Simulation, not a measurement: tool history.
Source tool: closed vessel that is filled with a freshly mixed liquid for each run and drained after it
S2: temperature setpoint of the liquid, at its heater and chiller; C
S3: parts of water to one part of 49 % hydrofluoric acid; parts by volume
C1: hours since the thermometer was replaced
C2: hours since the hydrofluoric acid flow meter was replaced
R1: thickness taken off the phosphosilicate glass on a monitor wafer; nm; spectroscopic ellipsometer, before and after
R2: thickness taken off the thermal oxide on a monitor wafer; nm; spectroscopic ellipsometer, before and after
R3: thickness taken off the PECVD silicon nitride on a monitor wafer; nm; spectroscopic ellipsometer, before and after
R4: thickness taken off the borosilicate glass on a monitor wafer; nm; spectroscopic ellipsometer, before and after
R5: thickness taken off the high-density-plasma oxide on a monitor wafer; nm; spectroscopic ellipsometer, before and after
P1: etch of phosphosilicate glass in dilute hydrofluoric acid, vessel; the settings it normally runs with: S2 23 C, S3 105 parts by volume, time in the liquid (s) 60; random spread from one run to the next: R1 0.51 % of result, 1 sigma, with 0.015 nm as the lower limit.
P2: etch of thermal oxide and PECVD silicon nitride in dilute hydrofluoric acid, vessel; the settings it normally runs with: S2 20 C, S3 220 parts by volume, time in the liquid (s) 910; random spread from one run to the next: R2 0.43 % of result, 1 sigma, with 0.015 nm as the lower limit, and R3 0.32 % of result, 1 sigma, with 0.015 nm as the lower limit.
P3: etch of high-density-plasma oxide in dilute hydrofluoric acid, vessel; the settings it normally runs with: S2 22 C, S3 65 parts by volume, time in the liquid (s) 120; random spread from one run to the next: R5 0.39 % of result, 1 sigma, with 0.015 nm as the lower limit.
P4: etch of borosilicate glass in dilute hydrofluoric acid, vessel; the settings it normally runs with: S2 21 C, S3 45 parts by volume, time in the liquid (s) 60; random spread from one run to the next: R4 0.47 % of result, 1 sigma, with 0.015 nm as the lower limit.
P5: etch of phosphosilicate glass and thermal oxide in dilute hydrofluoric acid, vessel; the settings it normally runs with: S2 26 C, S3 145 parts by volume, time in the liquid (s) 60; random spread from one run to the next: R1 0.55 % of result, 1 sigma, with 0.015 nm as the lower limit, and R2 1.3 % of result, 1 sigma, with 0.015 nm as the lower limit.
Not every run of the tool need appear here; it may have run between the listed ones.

Run 1, hour 16.2: process that ran P1, S2 23 C, S3 105 parts by volume, time in the liquid (s) 60; C1 327.4; C2 407.8. Result: R1 45.562 nm.
Run 2, hour 24.3: process that ran P2, S2 20 C, S3 220 parts by volume, time in the liquid (s) 190; C1 335.5; C2 415.9. Result: R2 3.0283 nm, R3 2.7762 nm.
Run 3, hour 33.8: process that ran P1, S2 23 C, S3 105 parts by volume, time in the liquid (s) 60; C1 345; C2 425.4. Result: R1 46.081 nm.
Run 4, hour 43.9: process that ran P5, S2 20 C, S3 145 parts by volume, time in the liquid (s) 60; C1 355.1; C2 435.5. Result: R1 36.093 nm, R2 1.6189 nm.
Run 5, hour 54.6: process that ran P1, S2 23 C, S3 105 parts by volume, time in the liquid (s) 30; C1 365.8; C2 446.2. Result: R1 23.053 nm.
Run 6, hour 63.2: process that ran P4, S2 21 C, S3 45 parts by volume, time in the liquid (s) 30; C1 374.4; C2 454.8. Result: R4 25.945 nm.
Run 7, hour 74.2: process that ran P5, S2 26 C, S3 145 parts by volume, time in the liquid (s) 60; C1 385.4; C2 465.8. Result: R1 45.274 nm, R2 1.9713 nm.
Run 8, hour 84.5: process that ran P4, S2 21 C, S3 45 parts by volume, time in the liquid (s) 60; C1 395.7; C2 476.1. Result: R4 51.997 nm.
Run 9, hour 98.7: process that ran P1, S2 19 C, S3 50 parts by volume, time in the liquid (s) 60; C1 409.9; C2 490.3. Result: R1 87.566 nm.
Run 10, hour 110.1: process that ran P3, S2 17 C, S3 65 parts by volume, time in the liquid (s) 120; C1 421.3; C2 501.7. Result: R5 8.6647 nm.
Run 11, hour 121: process that ran P1, S2 23 C, S3 145 parts by volume, time in the liquid (s) 60; C1 432.2; C2 512.6. Result: R1 31.961 nm.
Run 12, hour 130: process that ran P1, S2 23 C, S3 105 parts by volume, time in the liquid (s) 60; C1 441.2; C2 521.6. Result: R1 45.723 nm.
Run 13, hour 143.3: process that ran P4, S2 17 C, S3 45 parts by volume, time in the liquid (s) 60; C1 454.5; C2 534.9. Result: R4 43.125 nm.
Run 14, hour 152.6: process that ran P1, S2 23 C, S3 45 parts by volume, time in the liquid (s) 60; C1 463.8; C2 544.2. Result: R1 115.59 nm.
Run 15, hour 168.8: process that ran P2, S2 26 C, S3 220 parts by volume, time in the liquid (s) 910; C1 480; C2 560.4. Result: R2 18.099 nm, R3 19.365 nm.
Run 16, hour 181.2: process that ran P5, S2 26 C, S3 145 parts by volume, time in the liquid (s) 30; C1 492.4; C2 572.8. Result: R1 22.947 nm, R2 1.0077 nm.
Run 17, hour 190.7: process that ran P3, S2 22 C, S3 65 parts by volume, time in the liquid (s) 225; C1 501.9; C2 582.3. Result: R5 19.87 nm.
Run 18, hour 198.7: process that ran P3, S2 22 C, S3 65 parts by volume, time in the liquid (s) 120; C1 509.9; C2 590.3. Result: R5 10.755 nm.
Run 19, hour 213.6: process that ran P1, S2 27 C, S3 105 parts by volume, time in the liquid (s) 60; C1 524.8; C2 605.2. Result: R1 53.612 nm.
Run 20, hour 223.8: process that ran P2, S2 20 C, S3 370 parts by volume, time in the liquid (s) 910; C1 535; C2 615.4. Result: R2 7.5168 nm, R3 8.0069 nm.
Run 21, hour 235.1: process that ran P1, S2 29.5 C, S3 105 parts by volume, time in the liquid (s) 30; C1 546.3; C2 626.7. Result: R1 29.625 nm.
Run 22, hour 244.5: process that ran P1, S2 23 C, S3 105 parts by volume, time in the liquid (s) 105; C1 555.7; C2 636.1. Result: R1 80.327 nm.

Run 23 has not been measured yet. What should we expect?
Run 23, hour 254.8: process that ran P1, S2 17 C, S3 160 parts by volume, time in the liquid (s) 60; C1 566; C2 646.4. Result: R1 ?.

{"run 23": {"R1": 22.358}}
